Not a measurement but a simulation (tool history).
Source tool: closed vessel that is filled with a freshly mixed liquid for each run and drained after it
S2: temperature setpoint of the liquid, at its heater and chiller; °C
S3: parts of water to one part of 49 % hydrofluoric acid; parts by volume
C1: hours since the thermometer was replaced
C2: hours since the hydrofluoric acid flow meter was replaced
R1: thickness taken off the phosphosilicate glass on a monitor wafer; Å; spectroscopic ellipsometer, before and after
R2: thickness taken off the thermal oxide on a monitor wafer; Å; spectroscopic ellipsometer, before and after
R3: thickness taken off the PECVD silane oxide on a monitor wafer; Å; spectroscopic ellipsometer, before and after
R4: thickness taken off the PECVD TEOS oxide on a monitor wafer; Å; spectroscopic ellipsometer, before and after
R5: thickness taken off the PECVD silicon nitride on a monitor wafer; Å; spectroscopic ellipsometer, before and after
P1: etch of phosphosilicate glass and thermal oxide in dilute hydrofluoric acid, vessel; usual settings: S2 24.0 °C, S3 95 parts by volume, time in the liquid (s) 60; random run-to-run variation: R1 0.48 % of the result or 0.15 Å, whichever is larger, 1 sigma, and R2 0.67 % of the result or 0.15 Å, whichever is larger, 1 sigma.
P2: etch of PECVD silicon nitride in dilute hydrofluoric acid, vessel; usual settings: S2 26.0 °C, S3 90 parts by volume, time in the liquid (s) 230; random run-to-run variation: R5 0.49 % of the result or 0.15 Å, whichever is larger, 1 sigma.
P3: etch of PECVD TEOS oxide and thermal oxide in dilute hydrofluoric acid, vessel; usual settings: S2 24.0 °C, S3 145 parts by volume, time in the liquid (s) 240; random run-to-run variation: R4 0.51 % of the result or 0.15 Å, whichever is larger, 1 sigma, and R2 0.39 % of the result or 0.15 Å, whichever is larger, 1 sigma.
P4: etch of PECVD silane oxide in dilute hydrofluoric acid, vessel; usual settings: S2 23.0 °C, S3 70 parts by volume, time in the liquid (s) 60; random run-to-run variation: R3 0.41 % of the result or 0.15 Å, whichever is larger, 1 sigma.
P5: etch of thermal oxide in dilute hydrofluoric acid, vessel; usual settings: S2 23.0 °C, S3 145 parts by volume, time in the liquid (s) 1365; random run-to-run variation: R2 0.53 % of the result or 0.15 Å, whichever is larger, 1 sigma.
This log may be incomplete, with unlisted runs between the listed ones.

{"run": 1, "hour": 6.3, "process that ran": "P1", "S2": 24.0, "S3": 95, "time in the liquid (s)": 60, "C1": 2172.4, "C2": 280.4, "R1": 574.03, "R2": 30.095}
{"run": 2, "hour": 19.2, "process that ran": "P5", "S2": 23.0, "S3": 245, "time in the liquid (s)": 1365, "C1": 2185.3, "C2": 293.3, "R2": 229.26}
{"run": 3, "hour": 29.2, "process that ran": "P4", "S2": 23.0, "S3": 70, "time in the liquid (s)": 60, "C1": 2195.3, "C2": 303.3, "R3": 170.46}
{"run": 4, "hour": 35.3, "process that ran": "P3", "S2": 24.0, "S3": 245, "time in the liquid (s)": 240, "C1": 2201.4, "C2": 309.4, "R2": 37.469, "R4": 131.02}
{"run": 5, "hour": 43.2, "process that ran": "P1", "S2": 31.0, "S3": 60, "time in the liquid (s)": 60, "C1": 2209.3, "C2": 317.3, "R1": 1257.8, "R2": 65.254}
{"run": 6, "hour": 54.6, "process that ran": "P1", "S2": 31.0, "S3": 95, "time in the liquid (s)": 60, "C1": 2220.7, "C2": 328.7, "R1": 752.61, "R2": 38.92}
{"run": 7, "hour": 66.1, "process that ran": "P1", "S2": 18.0, "S3": 95, "time in the liquid (s)": 60, "C1": 2232.2, "C2": 340.2, "R1": 450.73, "R2": 23.243}
{"run": 8, "hour": 75.7, "process that ran": "P3", "S2": 20.0, "S3": 145, "time in the liquid (s)": 240, "C1": 2241.8, "C2": 349.8, "R2": 60.693, "R4": 213.2}
{"run": 9, "hour": 85.5, "process that ran": "P4", "S2": 23.0, "S3": 70, "time in the liquid (s)": 30, "C1": 2251.6, "C2": 359.6, "R3": 85.525}
{"run": 10, "hour": 91.6, "process that ran": "P4", "S2": 30.0, "S3": 70, "time in the liquid (s)": 60, "C1": 2257.7, "C2": 365.7, "R3": 224.6}
{"run": 11, "hour": 99.6, "process that ran": "P1", "S2": 24.0, "S3": 95, "time in the liquid (s)": 85, "C1": 2265.7, "C2": 373.7, "R1": 813.52, "R2": 42.132}
{"run": 12, "hour": 111.7, "process that ran": "P3", "S2": 24.0, "S3": 145, "time in the liquid (s)": 30, "C1": 2277.8, "C2": 385.8, "R2": 9.1015, "R4": 31.096}
{"run": 13, "hour": 121.0, "process that ran": "P2", "S2": 26.0, "S3": 90, "time in the liquid (s)": 230, "C1": 2287.1, "C2": 395.1, "R5": 157.67}
{"run": 14, "hour": 129.9, "process that ran": "P1", "S2": 24.0, "S3": 95, "time in the liquid (s)": 60, "C1": 2296.0, "C2": 404.0, "R1": 571.21, "R2": 29.585}
{"run": 15, "hour": 138.0, "process that ran": "P1", "S2": 24.0, "S3": 95, "time in the liquid (s)": 60, "C1": 2304.1, "C2": 412.1, "R1": 579.2, "R2": 29.989}
{"run": 16, "hour": 145.3, "process that ran": "P5", "S2": 29.5, "S3": 145, "time in the liquid (s)": 1365, "C1": 2311.4, "C2": 419.4, "R2": 561.21}
{"run": 17, "hour": 156.2, "process that ran": "P3", "S2": 24.0, "S3": 145, "time in the liquid (s)": 240, "C1": 2322.3, "C2": 430.3, "R2": 71.162, "R4": 250.05}
{"run": 18, "hour": 167.7, "process that ran": "P3", "S2": 24.0, "S3": 145, "time in the liquid (s)": 240, "C1": 2333.8, "C2": 441.8, "R2": 71.067, "R4": 248.4}
{"run": 19, "hour": 173.6, "process that ran": "P4", "S2": 23.0, "S3": 20, "time in the liquid (s)": 60, "C1": 2339.7, "C2": 447.7, "R3": 635.4}
{"run": 20, "hour": 186.3, "process that ran": "P1", "S2": 24.0, "S3": 95, "time in the liquid (s)": 30, "C1": 2352.4, "C2": 460.4, "R1": 287.06, "R2": 15.088}
{"run": 21, "hour": 198.9, "process that ran": "P1", "S2": 24.0, "S3": 25, "time in the liquid (s)": 60, "C1": 2365.0, "C2": 473.0, "R1": 2385.9, "R2": 124.11}
{"run": 22, "hour": 211.5, "process that ran": "P2", "S2": 26.0, "S3": 90, "time in the liquid (s)": 230, "C1": 2377.6, "C2": 485.6, "R5": 158.66}
{"run": 23, "hour": 217.7, "process that ran": "P5", "S2": 23.0, "S3": 145, "time in the liquid (s)": 1365, "C1": 2383.8, "C2": 491.8, "R2": 433.5}
{"run": 24, "hour": 230.5, "process that ran": "P1", "S2": 24.0, "S3": 95, "time in the liquid (s)": 60, "C1": 2396.6, "C2": 504.6, "R1": 573.48, "R2": 29.217}
{"run": 25, "hour": 239.7, "process that ran": "P2", "S2": 33.5, "S3": 90, "time in the liquid (s)": 230, "C1": 2405.8, "C2": 513.8, "R5": 254.88}
{"run": 26, "hour": 248.1, "process that ran": "P2", "S2": 26.0, "S3": 90, "time in the liquid (s)": 365, "C1": 2414.2, "C2": 522.2, "R5": 250.01}
{"run": 27, "hour": 258.8, "process that ran": "P1", "S2": 24.0, "S3": 95, "time in the liquid (s)": 60, "C1": 2424.9, "C2": 532.9, "R1": 575.95, "R2": 29.737}
{"run": 28, "hour": 268.3, "process that ran": "P5", "S2": 23.0, "S3": 145, "time in the liquid (s)": 2565, "C1": 2434.4, "C2": 542.4, "R2": 814.77}
{"run": 29, "hour": 280.2, "process that ran": "P1", "S2": 24.0, "S3": 95, "time in the liquid (s)": 60, "C1": 2446.3, "C2": 554.3, "R1": 576.08, "R2": 29.929}
{"run": 30, "hour": 289.9, "process that ran": "P2", "S2": 26.0, "S3": 40, "time in the liquid (s)": 230, "C1": 2456.0, "C2": 564.0, "R5": 356.1}
{"run": 31, "hour": 296.3, "process that ran": "P1", "S2": 24.0, "S3": 65, "time in the liquid (s)": 90, "C1": 2462.4, "C2": 570.4, "R1": 1319.9, "R2": 67.594}
{"run": 32, "hour": 307.7, "process that ran": "P1", "S2": 24.0, "S3": 135, "time in the liquid (s)": 60, "C1": 2473.8, "C2": 581.8, "R1": 382.95, "R2": 19.554}
{"run": 33, "hour": 315.5, "process that ran": "P1", "S2": 24.0, "S3": 95, "time in the liquid (s)": 60, "C1": 2481.6, "C2": 589.6, "R1": 572.22, "R2": 29.255}
{"run": 34, "hour": 322.6, "process that ran": "P1", "S2": 24.0, "S3": 95, "time in the liquid (s)": 60, "C1": 2488.7, "C2": 596.7, "R1": 552.9, "R2": 28.367}
{"run": 35, "hour": 333.1, "process that ran": "P1", "S2": 24.0, "S3": 95, "time in the liquid (s)": 60, "C1": 2499.2, "C2": 607.2, "R1": 531.14, "R2": 27.459}

Forecast run 36:
{"run": 36, "hour": 339.6, "process that ran": "P1", "S2": 24.0, "S3": 95, "time in the liquid (s)": 60, "C1": 2505.7, "C2": 613.7, "R1": "?", "R2": "?"}

R1: 527.34 Å
R2: 27.0040 Å

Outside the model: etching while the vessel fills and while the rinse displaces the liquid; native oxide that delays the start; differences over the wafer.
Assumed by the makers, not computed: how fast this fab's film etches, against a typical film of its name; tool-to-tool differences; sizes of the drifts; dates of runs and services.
